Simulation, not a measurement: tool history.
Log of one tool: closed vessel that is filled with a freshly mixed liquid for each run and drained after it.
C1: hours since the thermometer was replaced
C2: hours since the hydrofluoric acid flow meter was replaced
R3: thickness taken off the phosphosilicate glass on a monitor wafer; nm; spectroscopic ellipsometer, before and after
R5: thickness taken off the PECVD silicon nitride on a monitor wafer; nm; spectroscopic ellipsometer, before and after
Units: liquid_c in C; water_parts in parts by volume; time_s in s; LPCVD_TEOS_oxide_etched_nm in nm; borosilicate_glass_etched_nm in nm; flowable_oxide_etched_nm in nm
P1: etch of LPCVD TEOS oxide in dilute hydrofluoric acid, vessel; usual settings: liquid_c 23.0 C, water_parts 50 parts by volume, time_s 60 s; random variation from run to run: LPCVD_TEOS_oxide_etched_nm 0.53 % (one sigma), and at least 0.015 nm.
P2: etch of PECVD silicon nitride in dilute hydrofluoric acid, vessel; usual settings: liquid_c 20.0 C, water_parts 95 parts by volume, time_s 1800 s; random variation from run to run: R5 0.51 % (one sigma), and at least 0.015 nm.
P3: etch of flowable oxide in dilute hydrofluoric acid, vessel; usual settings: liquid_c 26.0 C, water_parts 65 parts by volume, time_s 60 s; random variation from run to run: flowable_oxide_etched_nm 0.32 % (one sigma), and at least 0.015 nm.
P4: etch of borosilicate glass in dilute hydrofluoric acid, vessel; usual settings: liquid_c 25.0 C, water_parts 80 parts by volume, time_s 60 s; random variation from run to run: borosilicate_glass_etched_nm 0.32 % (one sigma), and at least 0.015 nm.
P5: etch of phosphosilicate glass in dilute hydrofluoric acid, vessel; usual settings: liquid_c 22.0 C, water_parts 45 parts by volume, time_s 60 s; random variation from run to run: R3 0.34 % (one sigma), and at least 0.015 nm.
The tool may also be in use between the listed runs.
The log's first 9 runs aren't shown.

run 10 day=1.312 | process=P5 liquid_c=22.0 water_parts=45 time_s=60 | C1=227.8 C2=382.9 | R3=206.19
run 11 day=1.483 | process=P1 liquid_c=18.5 water_parts=85 time_s=60 | C1=231.9 C2=387.0 | LPCVD_TEOS_oxide_etched_nm=18.572
run 12 day=1.612 | process=P1 liquid_c=23.0 water_parts=50 time_s=60 | C1=235.0 C2=390.1 | LPCVD_TEOS_oxide_etched_nm=39.428
run 13 day=1.746 | process=P1 liquid_c=23.0 water_parts=50 time_s=60 | C1=238.2 C2=393.3 | LPCVD_TEOS_oxide_etched_nm=39.451
run 14 day=1.850 | process=P4 liquid_c=25.0 water_parts=80 time_s=30 | C1=240.7 C2=395.8 | borosilicate_glass_etched_nm=12.162
run 15 day=1.967 | process=P4 liquid_c=25.0 water_parts=25 time_s=60 | C1=243.5 C2=398.6 | borosilicate_glass_etched_nm=84.074
run 16 day=2.108 | process=P1 liquid_c=23.0 water_parts=85 time_s=60 | C1=246.9 C2=402.0 | LPCVD_TEOS_oxide_etched_nm=22.064
run 17 day=2.283 | process=P3 liquid_c=26.0 water_parts=65 time_s=90 | C1=251.1 C2=406.2 | flowable_oxide_etched_nm=79.330
run 18 day=2.450 | process=P2 liquid_c=17.0 water_parts=95 time_s=1800 | C1=255.1 C2=410.2 | R5=24.4780
run 19 day=2.608 | process=P4 liquid_c=25.0 water_parts=80 time_s=60 | C1=258.9 C2=414.0 | borosilicate_glass_etched_nm=24.487
run 20 day=2.692 | process=P1 liquid_c=17.0 water_parts=50 time_s=60 | C1=260.9 C2=416.0 | LPCVD_TEOS_oxide_etched_nm=30.770
run 21 day=2.804 | process=P5 liquid_c=27.5 water_parts=45 time_s=60 | C1=263.6 C2=418.7 | R3=259.63
run 22 day=2.921 | process=P1 liquid_c=29.0 water_parts=50 time_s=60 | C1=266.4 C2=421.5 | LPCVD_TEOS_oxide_etched_nm=50.344
run 23 day=3.079 | process=P2 liquid_c=20.0 water_parts=95 time_s=1800 | C1=270.2 C2=425.3 | R5=30.1790
run 24 day=3.233 | process=P3 liquid_c=19.5 water_parts=65 time_s=60 | C1=273.9 C2=429.0 | flowable_oxide_etched_nm=40.226
-- day=3.238 thermometer replaced
run 25 day=3.354 | process=P2 liquid_c=20.0 water_parts=95 time_s=560 | C1=2.8 C2=431.9 | R5=9.3819
run 26 day=3.479 | process=P5 liquid_c=22.0 water_parts=45 time_s=115 | C1=5.8 C2=434.9 | R3=395.89

Run 27 comes next. What will it give?
run 27 day=3.604 | process=P2 liquid_c=20.0 water_parts=95 time_s=1800 | C1=8.8 C2=437.9 | R5=?

R5: 29.8340 nm
